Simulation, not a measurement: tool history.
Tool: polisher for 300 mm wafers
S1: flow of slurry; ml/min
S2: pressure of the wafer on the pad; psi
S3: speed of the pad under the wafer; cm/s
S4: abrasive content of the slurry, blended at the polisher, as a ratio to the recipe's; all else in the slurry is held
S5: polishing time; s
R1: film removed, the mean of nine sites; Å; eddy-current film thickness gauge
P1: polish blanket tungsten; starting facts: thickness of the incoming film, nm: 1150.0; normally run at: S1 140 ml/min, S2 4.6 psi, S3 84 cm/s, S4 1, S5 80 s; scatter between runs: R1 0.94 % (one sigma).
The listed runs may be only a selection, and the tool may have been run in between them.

{"run": 1, "hour": 16.3, "S1": 140, "S2": 4.6, "S3": 84, "S4": 1, "S5": 80, "R1": 3561.7}
{"run": 2, "hour": 28.1, "S1": 140, "S2": 4.6, "S3": 84, "S4": 0.65, "S5": 80, "R1": 3205.1}
{"run": 3, "hour": 39.2, "S1": 195, "S2": 4.6, "S3": 84, "S4": 1, "S5": 80, "R1": 3705.1}
{"run": 4, "hour": 52.0, "S1": 140, "S2": 2.5, "S3": 122, "S4": 1, "S5": 80, "R1": 2818.5}
{"run": 5, "hour": 62.2, "S1": 140, "S2": 4.6, "S3": 84, "S4": 1, "S5": 80, "R1": 3523.9}
{"run": 6, "hour": 69.7, "S1": 140, "S2": 2.9, "S3": 84, "S4": 1, "S5": 80, "R1": 2251.4}
{"run": 7, "hour": 84.4, "S1": 85, "S2": 4.6, "S3": 40, "S4": 1, "S5": 80, "R1": 1503.9}
{"run": 8, "hour": 99.7, "S1": 140, "S2": 4.6, "S3": 84, "S4": 1.5, "S5": 80, "R1": 3879.5}
{"run": 9, "hour": 111.4, "S1": 85, "S2": 4.6, "S3": 84, "S4": 1, "S5": 80, "R1": 3208.2}
{"run": 10, "hour": 127.5, "S1": 140, "S2": 7.2, "S3": 84, "S4": 1, "S5": 80, "R1": 5621.9}
{"hour": 132.3, "done": "slurry tank refilled with fresh slurry and peroxide"}
{"run": 11, "hour": 138.9, "S1": 140, "S2": 4.6, "S3": 84, "S4": 1, "S5": 80, "R1": 3511.7}
{"run": 12, "hour": 152.1, "S1": 140, "S2": 4.6, "S3": 48, "S4": 1, "S5": 80, "R1": 2043.8}
{"run": 13, "hour": 163.5, "S1": 140, "S2": 4.6, "S3": 84, "S4": 1, "S5": 80, "R1": 3538.7}
{"run": 14, "hour": 172.8, "S1": 140, "S2": 3.4, "S3": 84, "S4": 1.25, "S5": 80, "R1": 2794.2}
{"run": 15, "hour": 188.1, "S1": 140, "S2": 4.6, "S3": 84, "S4": 1, "S5": 36, "R1": 1586.6}
{"run": 16, "hour": 204.5, "S1": 140, "S2": 4.6, "S3": 84, "S4": 1, "S5": 80, "R1": 3552.8}
{"run": 17, "hour": 219.3, "S1": 140, "S2": 4.6, "S3": 114, "S4": 1, "S5": 80, "R1": 4678.8}
{"run": 18, "hour": 227.8, "S1": 140, "S2": 4.6, "S3": 84, "S4": 1, "S5": 122, "R1": 5373.7}
{"run": 19, "hour": 243.9, "S1": 140, "S2": 4.6, "S3": 84, "S4": 1, "S5": 80, "R1": 3476.5}
{"run": 20, "hour": 252.1, "S1": 140, "S2": 4.6, "S3": 84, "S4": 1, "S5": 80, "R1": 3455.9}
{"run": 21, "hour": 267.0, "S1": 140, "S2": 4.6, "S3": 84, "S4": 1, "S5": 80, "R1": 3368.8}
{"run": 22, "hour": 278.2, "S1": 140, "S2": 4.6, "S3": 84, "S4": 1, "S5": 80, "R1": 3322.6}
{"run": 23, "hour": 285.8, "S1": 140, "S2": 4.6, "S3": 84, "S4": 1, "S5": 80, "R1": 3268}
{"hour": 299.4, "done": "head pressure recalibrated"}
{"run": 24, "hour": 299.7, "S1": 140, "S2": 4.6, "S3": 84, "S4": 1, "S5": 80, "R1": 3307.9}
{"run": 25, "hour": 315.5, "S1": 140, "S2": 4.6, "S3": 84, "S4": 1, "S5": 80, "R1": 3268.5}
{"run": 26, "hour": 326.9, "S1": 140, "S2": 4.6, "S3": 84, "S4": 1, "S5": 80, "R1": 3221.1}
{"hour": 329.5, "done": "worn pad replaced by a new one"}
{"hour": 335.6, "done": "slurry blender recalibrated"}
{"run": 27, "hour": 340.3, "S1": 140, "S2": 4.6, "S3": 84, "S4": 1, "S5": 80, "R1": 3232.8}
{"run": 28, "hour": 352.7, "S1": 140, "S2": 4.6, "S3": 84, "S4": 1, "S5": 80, "R1": 3168.2}
{"run": 29, "hour": 362.7, "S1": 140, "S2": 4.6, "S3": 84, "S4": 1, "S5": 80, "R1": 3229.2}
{"run": 30, "hour": 378.3, "S1": 140, "S2": 4.6, "S3": 84, "S4": 1, "S5": 80, "R1": 3215.1}

The log shows P1 creeping away from where it was. Any of the 2 causes listed here, at the size stated for it, fits the log just as well as the others:
A: peroxide lost from the slurry, % = 22.5
B: slurry flow missing at the pad, % = 35.7
The creep began at about hour 243.9.
All other causes, with the reason each is excluded:
removal rate lost through wear of the pad, %: was serviced at hour 329.5, once the creep was under way, yet the earlier output never came back
head's pressure below its setpoint, %: was serviced at hour 299.4, once the creep was under way, yet the earlier output never came back
abrasive missing from the slurry, %: was serviced at hour 335.6, once the creep was under way, yet the earlier output never came back

Of the 4 check runs below, each run on 2 wafers with the results averaged and each result still a question mark, which one would tell the listed causes apart?
{"run": "check 1", "hour": 393.9, "S1": 140, "S2": 3.4, "S3": 84, "S4": 1, "S5": 111, "R1": "?"}
{"run": "check 2", "hour": 393.9, "S1": 85, "S2": 4.6, "S3": 84, "S4": 1, "S5": 80, "R1": "?"}
{"run": "check 3", "hour": 393.9, "S1": 140, "S2": 4.6, "S3": 84, "S4": 1.4, "S5": 80, "R1": "?"}
{"run": "check 4", "hour": 393.9, "S1": 140, "S2": 7, "S3": 84, "S4": 1, "S5": 80, "R1": "?"}

What each check would give under each cause:
check=check_1 result=R1 if_A=3279.3 if_B=3279.7
check=check_2 result=R1 if_A=2847.9 if_B=2700.2
check=check_3 result=R1 if_A=3466.9 if_B=3467.4
check=check_4 result=R1 if_A=4865.9 if_B=4866.6
How far apart the two closest causes lie, in the result that separates them most: check 1 0.01 %; check 2 5.32 %; check 3 0.01 %; check 4 0.01 %
Check 2 distinguishes between the causes, while the remaining checks would return nearly the same result for all of them.

Then check 2 was run and gave: R1 2857.4 Å. Which cause is it?

A is the cause: peroxide lost from the slurry, %.
